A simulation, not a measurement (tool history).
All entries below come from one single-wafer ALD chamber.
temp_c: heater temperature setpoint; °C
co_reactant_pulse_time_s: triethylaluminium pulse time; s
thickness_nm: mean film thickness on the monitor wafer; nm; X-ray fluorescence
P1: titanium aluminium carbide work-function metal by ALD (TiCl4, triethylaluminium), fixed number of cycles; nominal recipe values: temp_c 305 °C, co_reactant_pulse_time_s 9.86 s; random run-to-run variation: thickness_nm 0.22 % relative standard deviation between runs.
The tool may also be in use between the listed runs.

run 1 hour=6.0 | temp_c=305 co_reactant_pulse_time_s=9.86 | thickness_nm=2.0387
run 2 hour=13.0 | temp_c=305 co_reactant_pulse_time_s=3.56 | thickness_nm=1.4936
run 3 hour=19.7 | temp_c=288 co_reactant_pulse_time_s=9.86 | thickness_nm=1.8925
run 4 hour=25.3 | temp_c=329 co_reactant_pulse_time_s=9.86 | thickness_nm=2.2411
run 5 hour=31.4 | temp_c=305 co_reactant_pulse_time_s=9.86 | thickness_nm=2.0358
run 6 hour=37.0 | temp_c=305 co_reactant_pulse_time_s=9.86 | thickness_nm=2.0371
run 7 hour=43.1 | temp_c=305 co_reactant_pulse_time_s=14.54 | thickness_nm=2.0868
run 8 hour=50.3 | temp_c=291 co_reactant_pulse_time_s=15.81 | thickness_nm=1.9697
run 9 hour=57.2 | temp_c=305 co_reactant_pulse_time_s=9.86 | thickness_nm=2.0369
run 10 hour=60.9 | temp_c=305 co_reactant_pulse_time_s=9.86 | thickness_nm=2.0368
run 11 hour=65.0 | temp_c=305 co_reactant_pulse_time_s=9.86 | thickness_nm=2.0335

For run 12, what comes out?
run 12 hour=68.5 | temp_c=305 co_reactant_pulse_time_s=9.86 | thickness_nm=?

thickness_nm: 2.0283 nm
